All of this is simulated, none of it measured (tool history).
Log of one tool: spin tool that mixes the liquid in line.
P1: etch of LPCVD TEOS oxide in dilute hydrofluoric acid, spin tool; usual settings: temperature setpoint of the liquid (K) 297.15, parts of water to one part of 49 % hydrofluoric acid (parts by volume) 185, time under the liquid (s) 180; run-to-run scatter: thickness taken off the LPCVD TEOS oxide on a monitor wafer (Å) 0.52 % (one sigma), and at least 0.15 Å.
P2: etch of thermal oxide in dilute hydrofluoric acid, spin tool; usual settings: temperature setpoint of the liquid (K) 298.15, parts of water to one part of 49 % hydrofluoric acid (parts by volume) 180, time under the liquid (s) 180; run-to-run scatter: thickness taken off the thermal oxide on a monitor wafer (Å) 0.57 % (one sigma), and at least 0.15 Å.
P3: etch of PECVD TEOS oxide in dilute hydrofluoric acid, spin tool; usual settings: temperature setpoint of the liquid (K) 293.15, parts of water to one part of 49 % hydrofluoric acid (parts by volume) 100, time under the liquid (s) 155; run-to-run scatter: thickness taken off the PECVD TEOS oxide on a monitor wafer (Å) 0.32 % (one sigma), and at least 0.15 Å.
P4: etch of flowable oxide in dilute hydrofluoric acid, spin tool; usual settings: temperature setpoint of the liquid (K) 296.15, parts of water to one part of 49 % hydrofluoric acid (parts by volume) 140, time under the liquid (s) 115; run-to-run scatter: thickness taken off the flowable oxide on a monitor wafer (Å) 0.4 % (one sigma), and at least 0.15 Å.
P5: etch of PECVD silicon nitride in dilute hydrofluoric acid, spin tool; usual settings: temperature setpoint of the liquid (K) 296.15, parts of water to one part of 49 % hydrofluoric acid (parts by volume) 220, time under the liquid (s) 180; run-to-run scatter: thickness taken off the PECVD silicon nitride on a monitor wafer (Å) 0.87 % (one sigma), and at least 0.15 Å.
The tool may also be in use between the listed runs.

| run | day | process that ran | temperature setpoint of the liquid (K) | parts of water to one part of 49 % hydrofluoric acid (parts by volume) | time under the liquid (s) | hours since the thermometer was replaced | hours since the hydrofluoric acid flow meter was replaced | thickness taken off the LPCVD TEOS oxide on a monitor wafer (Å) | thickness taken off the flowable oxide on a monitor wafer (Å) | thickness taken off the thermal oxide on a monitor wafer (Å) | thickness taken off the PECVD TEOS oxide on a monitor wafer (Å) | thickness taken off the PECVD silicon nitride on a monitor wafer (Å) |
|---|---|---|---|---|---|---|---|---|---|---|---|---|
| 1 | 0.246 | P1 | 297.15 | 185 | 180 | 791.5 | 1066.8 | 307.76 |  |  |  |  |
| 2 | 0.512 | P1 | 291.15 | 185 | 180 | 797.9 | 1073.2 | 240.4 |  |  |  |  |
| 3 | 0.683 | P4 | 296.15 | 140 | 115 | 802 | 1077.3 |  | 232.15 |  |  |  |
| 4 | 0.958 | P1 | 297.15 | 185 | 180 | 808.6 | 1083.9 | 304.06 |  |  |  |  |
| 5 | 1.146 | P1 | 297.15 | 185 | 180 | 813.1 | 1088.4 | 303.45 |  |  |  |  |
| 6 | 1.438 | P1 | 302.15 | 185 | 65 | 820.1 | 1095.4 | 132.81 |  |  |  |  |
| 7 | 1.65 | P1 | 290.15 | 50 | 180 | 825.2 | 1100.5 | 990.61 |  |  |  |  |
| 8 | 1.933 | P1 | 297.15 | 185 | 180 | 832 | 1107.3 | 303.54 |  |  |  |  |
| 9 | 2.221 | P1 | 297.15 | 185 | 90 | 838.9 | 1114.2 | 153.42 |  |  |  |  |
| 10 | 2.433 | P1 | 303.65 | 185 | 180 | 844 | 1119.3 | 385.91 |  |  |  |  |
| 11 | 2.579 | P1 | 297.15 | 185 | 180 | 847.5 | 1122.8 | 308.3 |  |  |  |  |
| 12 | 2.771 | P2 | 298.15 | 95 | 180 | 852.1 | 1127.4 |  |  | 93.522 |  |  |
| 13 | 2.925 | P3 | 293.15 | 100 | 70 | 855.8 | 1131.1 |  |  |  | 167.74 |  |
| 14 | 3.179 | P4 | 296.15 | 140 | 115 | 861.9 | 1137.2 |  | 232.97 |  |  |  |
| 15 | 3.383 | P5 | 296.15 | 45 | 180 | 866.8 | 1142.1 |  |  |  |  | 147.28 |
| 16 | 3.675 | P2 | 298.15 | 180 | 180 | 873.8 | 1149.1 |  |  | 44.623 |  |  |
| 17 | 3.896 | P5 | 290.15 | 220 | 180 | 879.1 | 1154.4 |  |  |  |  | 20.804 |
| 18 | 4.158 | P1 | 297.15 | 185 | 325 | 885.4 | 1160.7 | 553.44 |  |  |  |  |
| 19 | 4.379 | P1 | 304.65 | 50 | 180 | 890.7 | 1166 | 1779.5 |  |  |  |  |
| 20 | 4.654 | P3 | 290.15 | 100 | 155 | 897.3 | 1172.6 |  |  |  | 330.23 |  |
| 21 | 4.95 | P3 | 293.15 | 165 | 155 | 904.4 | 1179.7 |  |  |  | 211.59 |  |
| 22 | 5.146 | P2 | 298.15 | 180 | 15 | 909.1 | 1184.4 |  |  | 4.0469 |  |  |
| 23 | 5.358 | P3 | 293.15 | 100 | 155 | 914.2 | 1189.5 |  |  |  | 374.58 |  |
|  | 5.488 | thermometer replaced |
| 24 | 5.517 | P1 | 297.15 | 65 | 180 | 0.8 | 1193.3 | 1001.3 |  |  |  |  |
| 25 | 5.662 | P5 | 296.15 | 220 | 15 | 4.3 | 1196.8 |  |  |  |  | 2.248 |
| 26 | 5.821 | P2 | 290.15 | 180 | 180 | 8.1 | 1200.6 |  |  | 32.331 |  |  |
| 27 | 5.971 | P4 | 296.15 | 45 | 115 | 11.7 | 1204.2 |  | 813.35 |  |  |  |
| 28 | 6.179 | P4 | 303.65 | 140 | 115 | 16.7 | 1209.2 |  | 306.85 |  |  |  |
| 29 | 6.371 | P1 | 297.15 | 185 | 180 | 21.3 | 1213.8 | 302.55 |  |  |  |  |
| 30 | 6.6 | P5 | 296.15 | 220 | 180 | 26.8 | 1219.3 |  |  |  |  | 31.029 |
| 31 | 6.779 | P2 | 298.15 | 180 | 180 | 31.1 | 1223.6 |  |  | 44.55 |  |  |
| 32 | 6.954 | P1 | 297.15 | 285 | 180 | 35.3 | 1227.8 | 179.95 |  |  |  |  |
| 33 | 7.129 | P4 | 296.15 | 140 | 20 | 39.5 | 1232 |  | 40.099 |  |  |  |
| 34 | 7.396 | P1 | 297.15 | 185 | 180 | 45.9 | 1238.4 | 302.4 |  |  |  |  |
| 35 | 7.6 | P1 | 297.15 | 185 | 180 | 50.8 | 1243.3 | 309.14 |  |  |  |  |
| 36 | 7.838 | P1 | 297.15 | 185 | 180 | 56.5 | 1249 | 313.99 |  |  |  |  |
| 37 | 8.038 | P1 | 297.15 | 185 | 180 | 61.3 | 1253.8 | 314.15 |  |  |  |  |
| 38 | 8.279 | P1 | 297.15 | 185 | 180 | 67.1 | 1259.6 | 318.6 |  |  |  |  |

Run 39 comes next. What will it give?
| 39 | 8.475 | P1 | 297.15 | 185 | 180 | 71.8 | 1264.3 | ? |  |  |  |  |

thickness taken off the LPCVD TEOS oxide on a monitor wafer (Å): 319.37
